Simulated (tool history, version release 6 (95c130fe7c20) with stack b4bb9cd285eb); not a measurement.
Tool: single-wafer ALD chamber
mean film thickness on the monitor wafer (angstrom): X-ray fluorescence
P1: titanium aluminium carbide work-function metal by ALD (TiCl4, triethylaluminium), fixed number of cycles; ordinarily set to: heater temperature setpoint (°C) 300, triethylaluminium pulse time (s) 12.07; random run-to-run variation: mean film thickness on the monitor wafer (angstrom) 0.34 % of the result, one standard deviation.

run    day  heater temperature setpoint (°C)  triethylaluminium pulse time (s)  mean film thickness on the monitor wafer (angstrom)
  1  0.158                               300                             12.07                                               19.801
  2  0.358                               323                             12.07                                               21.763
  3  0.529                               300                             12.07                                               19.831
  4  0.712                               300                             16.96                                               19.956
  5  0.888                               300                             12.07                                               19.777
  6  0.996                               283                             12.07                                               18.428
  7  1.117                               315                              5.34                                               18.046
  8  1.254                               300                             12.07                                               19.835
  9  1.446                               300                              6.69                                               18.070
 10  1.612                               300                             12.07                                               19.806
 11  1.704                               282                              8.86                                               17.622
 12  1.900                               300                             12.07                                               19.750
 13  1.992                               300                             12.07                                               19.584
 14  2.158                               300                             12.07                                               19.523
 15  2.271                               300                             12.07                                               19.461
 16  2.358                               300                             12.07                                               19.443
 17  2.496                               300                             12.07                                               19.342
 18  2.679                               300                             12.07                                               19.413
 19  2.833                               300                             12.07                                               19.178
 20  2.950                               300                             12.07                                               19.343
 21  3.058                               300                             12.07                                               19.324
 22  3.175                               300                             12.07                                               19.329
 23  3.354                               300                             12.07                                               19.241

The log shows P1 creeping away from where it was. Any of the 2 causes listed here, at the size stated for it, fits the log just as well as the others:
A: wafer temperature below the value expected at the setpoint (K) = 5.88
B: triethylaluminium dose below that of a fresh bottle (%) = 23.1
The creep began at about day 1.900.

Consider the 4 single-wafer check runs listed below, results given as question marks: which one distinguishes between the causes by giving clearly different results for each?
check 1  3.533                               322                             12.07                                                    ?
check 2  3.533                               321                             12.07                                                    ?
check 3  3.533                               300                              8.13                                                    ?
check 4  3.533                               284                             12.07                                                    ?

Outcome of each check run for each possible cause:
  check                                               result    if A    if B
check 1  mean film thickness on the monitor wafer (angstrom)  21.186  21.145
check 2  mean film thickness on the monitor wafer (angstrom)  21.099  21.060
check 3  mean film thickness on the monitor wafer (angstrom)  18.405  17.776
check 4  mean film thickness on the monitor wafer (angstrom)  17.929  17.954
Separation of the two closest causes in each check, using whichever result separates them best: check 1 0.2 %; check 2 0.19 %; check 3 3.48 %; check 4 0.14 %
Only check 3 tells the causes apart: in the others they would give nearly the same result.

With check 3 done, the readings were: mean film thickness on the monitor wafer (angstrom) 18.458. Identify which of the listed causes applies.

The cause is A: wafer temperature below the value expected at the setpoint (K).
